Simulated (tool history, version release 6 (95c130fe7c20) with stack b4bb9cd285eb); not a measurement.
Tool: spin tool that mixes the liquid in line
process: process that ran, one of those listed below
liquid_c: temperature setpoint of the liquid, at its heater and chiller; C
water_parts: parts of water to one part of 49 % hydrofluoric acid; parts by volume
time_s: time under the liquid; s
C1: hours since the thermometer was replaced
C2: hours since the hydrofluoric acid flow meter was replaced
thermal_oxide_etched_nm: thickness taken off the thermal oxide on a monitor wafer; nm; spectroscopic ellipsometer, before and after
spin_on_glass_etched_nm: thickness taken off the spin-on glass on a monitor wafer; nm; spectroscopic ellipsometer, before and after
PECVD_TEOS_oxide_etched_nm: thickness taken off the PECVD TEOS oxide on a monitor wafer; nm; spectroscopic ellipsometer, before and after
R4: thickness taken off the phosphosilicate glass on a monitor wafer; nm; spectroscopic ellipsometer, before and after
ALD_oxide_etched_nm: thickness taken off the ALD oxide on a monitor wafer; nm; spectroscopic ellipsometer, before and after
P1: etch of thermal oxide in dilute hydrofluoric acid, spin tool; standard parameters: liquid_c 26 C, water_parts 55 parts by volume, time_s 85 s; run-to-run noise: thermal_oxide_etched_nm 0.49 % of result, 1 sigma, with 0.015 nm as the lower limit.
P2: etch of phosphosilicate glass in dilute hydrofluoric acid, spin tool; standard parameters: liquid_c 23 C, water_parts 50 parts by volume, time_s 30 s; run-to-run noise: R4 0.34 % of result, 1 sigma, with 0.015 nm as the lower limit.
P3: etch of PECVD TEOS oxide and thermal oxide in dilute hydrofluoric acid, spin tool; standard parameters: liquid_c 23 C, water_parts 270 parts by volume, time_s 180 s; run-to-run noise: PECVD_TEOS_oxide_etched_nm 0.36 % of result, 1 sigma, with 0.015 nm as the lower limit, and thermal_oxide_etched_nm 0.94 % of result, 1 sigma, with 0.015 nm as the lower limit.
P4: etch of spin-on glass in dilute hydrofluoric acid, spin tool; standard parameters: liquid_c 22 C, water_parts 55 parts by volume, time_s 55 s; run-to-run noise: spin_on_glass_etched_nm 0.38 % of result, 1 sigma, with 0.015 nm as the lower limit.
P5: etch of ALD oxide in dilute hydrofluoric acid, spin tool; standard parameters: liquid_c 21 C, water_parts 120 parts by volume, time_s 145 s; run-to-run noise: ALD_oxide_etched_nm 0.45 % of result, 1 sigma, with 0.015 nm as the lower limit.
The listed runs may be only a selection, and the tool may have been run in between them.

run 1 day=0.533 | process=P1 liquid_c=26 water_parts=55 time_s=85 | C1=498.4 C2=304.1 | thermal_oxide_etched_nm=8.2717
run 2 day=0.888 | process=P1 liquid_c=26 water_parts=55 time_s=85 | C1=506.9 C2=312.6 | thermal_oxide_etched_nm=8.176
run 3 day=1.383 | process=P4 liquid_c=22 water_parts=20 time_s=55 | C1=518.8 C2=324.5 | spin_on_glass_etched_nm=120.72
run 4 day=1.783 | process=P1 liquid_c=26 water_parts=25 time_s=140 | C1=528.4 C2=334.1 | thermal_oxide_etched_nm=30.874
run 5 day=2.438 | process=P1 liquid_c=26 water_parts=55 time_s=40 | C1=544.1 C2=349.8 | thermal_oxide_etched_nm=3.8286
run 6 day=2.762 | process=P3 liquid_c=23 water_parts=270 time_s=285 | C1=551.9 C2=357.6 | thermal_oxide_etched_nm=4.0357 PECVD_TEOS_oxide_etched_nm=15.493
run 7 day=3.433 | process=P4 liquid_c=22 water_parts=55 time_s=55 | C1=568 C2=373.7 | spin_on_glass_etched_nm=42.042
run 8 day=3.992 | process=P3 liquid_c=23 water_parts=270 time_s=180 | C1=581.4 C2=387.1 | thermal_oxide_etched_nm=2.5491 PECVD_TEOS_oxide_etched_nm=9.8448
run 9 day=4.483 | process=P2 liquid_c=23 water_parts=50 time_s=55 | C1=593.2 C2=398.9 | R4=160.53
run 10 day=4.792 | process=P4 liquid_c=22 water_parts=55 time_s=90 | C1=600.6 C2=406.3 | spin_on_glass_etched_nm=68.955
run 11 day=5.233 | process=P1 liquid_c=26 water_parts=35 time_s=85 | C1=611.2 C2=416.9 | thermal_oxide_etched_nm=13.264
run 12 day=5.725 | process=P5 liquid_c=21 water_parts=50 time_s=145 | C1=623 C2=428.7 | ALD_oxide_etched_nm=68.954
run 13 day=6.304 | process=P5 liquid_c=21 water_parts=120 time_s=145 | C1=636.9 C2=442.6 | ALD_oxide_etched_nm=26.546
run 14 day=6.967 | process=P2 liquid_c=23 water_parts=50 time_s=30 | C1=652.8 C2=458.5 | R4=87.835
run 15 day=7.546 | process=P5 liquid_c=21 water_parts=120 time_s=270 | C1=666.7 C2=472.4 | ALD_oxide_etched_nm=49.249
run 16 day=8.054 | process=P1 liquid_c=26 water_parts=95 time_s=150 | C1=678.9 C2=484.6 | thermal_oxide_etched_nm=7.883
run 17 day=8.492 | process=P1 liquid_c=26 water_parts=55 time_s=85 | C1=689.4 C2=495.1 | thermal_oxide_etched_nm=8.1465
run 18 day=8.988 | process=P3 liquid_c=23 water_parts=470 time_s=180 | C1=701.3 C2=507 | thermal_oxide_etched_nm=1.2464 PECVD_TEOS_oxide_etched_nm=4.6915
run 19 day=9.567 | process=P3 liquid_c=23 water_parts=270 time_s=180 | C1=715.2 C2=520.9 | thermal_oxide_etched_nm=2.5523 PECVD_TEOS_oxide_etched_nm=9.7926
run 20 day=10.025 | process=P2 liquid_c=27 water_parts=50 time_s=30 | C1=726.2 C2=531.9 | R4=103.72
run 21 day=10.504 | process=P1 liquid_c=26 water_parts=55 time_s=85 | C1=737.7 C2=543.4 | thermal_oxide_etched_nm=8.2072
run 22 day=10.917 | process=P1 liquid_c=26 water_parts=85 time_s=155 | C1=747.6 C2=553.3 | thermal_oxide_etched_nm=9.2934
run 23 day=11.412 | process=P1 liquid_c=34 water_parts=55 time_s=85 | C1=759.5 C2=565.2 | thermal_oxide_etched_nm=11.187
run 24 day=11.95 | process=P5 liquid_c=17 water_parts=120 time_s=145 | C1=772.4 C2=578.1 | ALD_oxide_etched_nm=22.254
run 25 day=12.467 | process=P2 liquid_c=23 water_parts=50 time_s=30 | C1=784.8 C2=590.5 | R4=87.464
run 26 day=12.933 | process=P1 liquid_c=26 water_parts=55 time_s=170 | C1=796 C2=601.7 | thermal_oxide_etched_nm=16.518
run 27 day=13.421 | process=P4 liquid_c=27 water_parts=55 time_s=55 | C1=807.7 C2=613.4 | spin_on_glass_etched_nm=51.798
run 28 day=13.983 | process=P2 liquid_c=23 water_parts=20 time_s=30 | C1=821.2 C2=626.9 | R4=227.12
run 29 day=14.496 | process=P1 liquid_c=26 water_parts=80 time_s=85 | C1=833.5 C2=639.2 | thermal_oxide_etched_nm=5.4486
run 30 day=14.938 | process=P1 liquid_c=18 water_parts=55 time_s=85 | C1=844.1 C2=649.8 | thermal_oxide_etched_nm=5.9103
run 31 day=15.462 | process=P1 liquid_c=26 water_parts=55 time_s=85 | C1=856.7 C2=662.4 | thermal_oxide_etched_nm=8.1589
run 32 day=16.129 | process=P3 liquid_c=29.5 water_parts=270 time_s=180 | C1=872.7 C2=678.4 | thermal_oxide_etched_nm=3.1943 PECVD_TEOS_oxide_etched_nm=12.273
run 33 day=16.575 | process=P1 liquid_c=26 water_parts=55 time_s=85 | C1=883.4 C2=689.1 | thermal_oxide_etched_nm=8.138
run 34 day=17.029 | process=P1 liquid_c=26 water_parts=55 time_s=85 | C1=894.3 C2=700 | thermal_oxide_etched_nm=7.9545
run 35 day=17.354 | process=P1 liquid_c=26 water_parts=55 time_s=85 | C1=902.1 C2=707.8 | thermal_oxide_etched_nm=7.7775
run 36 day=17.921 | process=P1 liquid_c=26 water_parts=55 time_s=85 | C1=915.7 C2=721.4 | thermal_oxide_etched_nm=7.5698
run 37 day=18.296 | process=P1 liquid_c=26 water_parts=55 time_s=85 | C1=924.7 C2=730.4 | thermal_oxide_etched_nm=7.5514
run 38 day=18.95 | process=P1 liquid_c=26 water_parts=55 time_s=85 | C1=940.4 C2=746.1 | thermal_oxide_etched_nm=7.5429
run 39 day=19.512 | process=P1 liquid_c=26 water_parts=55 time_s=85 | C1=953.9 C2=759.6 | thermal_oxide_etched_nm=7.3956
run 40 day=19.858 | process=P1 liquid_c=26 water_parts=55 time_s=85 | C1=962.2 C2=767.9 | thermal_oxide_etched_nm=7.4284
run 41 day=20.267 | process=P1 liquid_c=26 water_parts=55 time_s=85 | C1=972 C2=777.7 | thermal_oxide_etched_nm=7.4747

Something has made what P1 gives creep away from where it was; the 2 causes below, each at its own stated size, fit the log equally well:
A: liquid colder than its thermometer reads (K) = 2.37
B: hydrofluoric acid flow below the setpoint (%) = 8.55
The drift started at roughly day 16.575.

Which of the 4 check runs listed below separates the causes, so that each cause would produce a clearly different result? Each run uses one wafer, and its results are marked with question marks.
run check 1 day=20.675 | process=P5 liquid_c=21 water_parts=70 time_s=145 | ALD_oxide_etched_nm=?
run check 2 day=20.675 | process=P2 liquid_c=23 water_parts=50 time_s=40 | R4=?
run check 3 day=20.675 | process=P3 liquid_c=23 water_parts=375 time_s=265 | thermal_oxide_etched_nm=? PECVD_TEOS_oxide_etched_nm=?
run check 4 day=20.675 | process=P4 liquid_c=26 water_parts=25 time_s=55 | spin_on_glass_etched_nm=?

Expected result of each check under each candidate cause:
check=check_1 result=ALD_oxide_etched_nm if_A=43.406 if_B=43.507
check=check_2 result=R4 if_A=105.68 if_B=106.09
check=check_3 result=thermal_oxide_etched_nm if_A=2.275 if_B=2.1878
check=check_3 result=PECVD_TEOS_oxide_etched_nm if_A=8.6742 if_B=8.3417
check=check_4 result=spin_on_glass_etched_nm if_A=102.8 if_B=103.44
How far apart the two closest causes lie, in the result that separates them most: check 1 0.23 %; check 2 0.39 %; check 3 3.91 %; check 4 0.62 %
Of the check runs offered, only check 3 discriminates between the causes; the rest would read about the same regardless of which cause applies.

Here is what check 3 returned: thermal_oxide_etched_nm 2.2947 nm; PECVD_TEOS_oxide_etched_nm 8.7016 nm. Which cause is it?

It was cause A: liquid colder than its thermometer reads (K).

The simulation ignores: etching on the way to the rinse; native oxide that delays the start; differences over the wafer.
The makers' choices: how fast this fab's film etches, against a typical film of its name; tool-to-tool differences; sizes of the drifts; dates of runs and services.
